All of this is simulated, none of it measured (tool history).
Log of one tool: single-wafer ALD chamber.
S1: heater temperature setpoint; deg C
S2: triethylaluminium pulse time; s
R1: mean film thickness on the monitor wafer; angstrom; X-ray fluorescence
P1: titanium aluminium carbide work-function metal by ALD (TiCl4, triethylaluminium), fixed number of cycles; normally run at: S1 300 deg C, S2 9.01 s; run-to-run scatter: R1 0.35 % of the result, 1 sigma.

Run 1, hour 12.1: S1 300 deg C, S2 9.01 s. Result: R1 19.625 angstrom.
Run 2, hour 21.7: S1 300 deg C, S2 9.01 s. Result: R1 19.748 angstrom.
Run 3, hour 32.7: S1 300 deg C, S2 9.01 s. Result: R1 19.699 angstrom.
Run 4, hour 45.7: S1 322 deg C, S2 5.32 s. Result: R1 18.978 angstrom.
Run 5, hour 57.7: S1 300 deg C, S2 9.01 s. Result: R1 19.754 angstrom.
Run 6, hour 65.5: S1 285 deg C, S2 3.55 s. Result: R1 13.674 angstrom.
Run 7, hour 80.4: S1 300 deg C, S2 9.01 s. Result: R1 19.762 angstrom.
Run 8, hour 87.4: S1 300 deg C, S2 12.45 s. Result: R1 20.494 angstrom.
Run 9, hour 98.6: S1 300 deg C, S2 5.29 s. Result: R1 17.344 angstrom.
At hour 112.4: thermocouple changed; heater temperature recalibrated.
Run 10, hour 113.1: S1 279 deg C, S2 9.01 s. Result: R1 18.065 angstrom.
Run 11, hour 122.4: S1 323 deg C, S2 9.01 s. Result: R1 21.783 angstrom.
Run 12, hour 135.3: S1 300 deg C, S2 9.01 s. Result: R1 19.819 angstrom.
Run 13, hour 146.1: S1 300 deg C, S2 9.01 s. Result: R1 19.574 angstrom.
Run 14, hour 159.4: S1 300 deg C, S2 9.01 s. Result: R1 19.445 angstrom.

Run 15 comes next. What will it give?
Run 15, hour 174.5: S1 300 deg C, S2 9.01 s. Result: R1 ?.

Run 15 gave R1 19.302 angstrom.

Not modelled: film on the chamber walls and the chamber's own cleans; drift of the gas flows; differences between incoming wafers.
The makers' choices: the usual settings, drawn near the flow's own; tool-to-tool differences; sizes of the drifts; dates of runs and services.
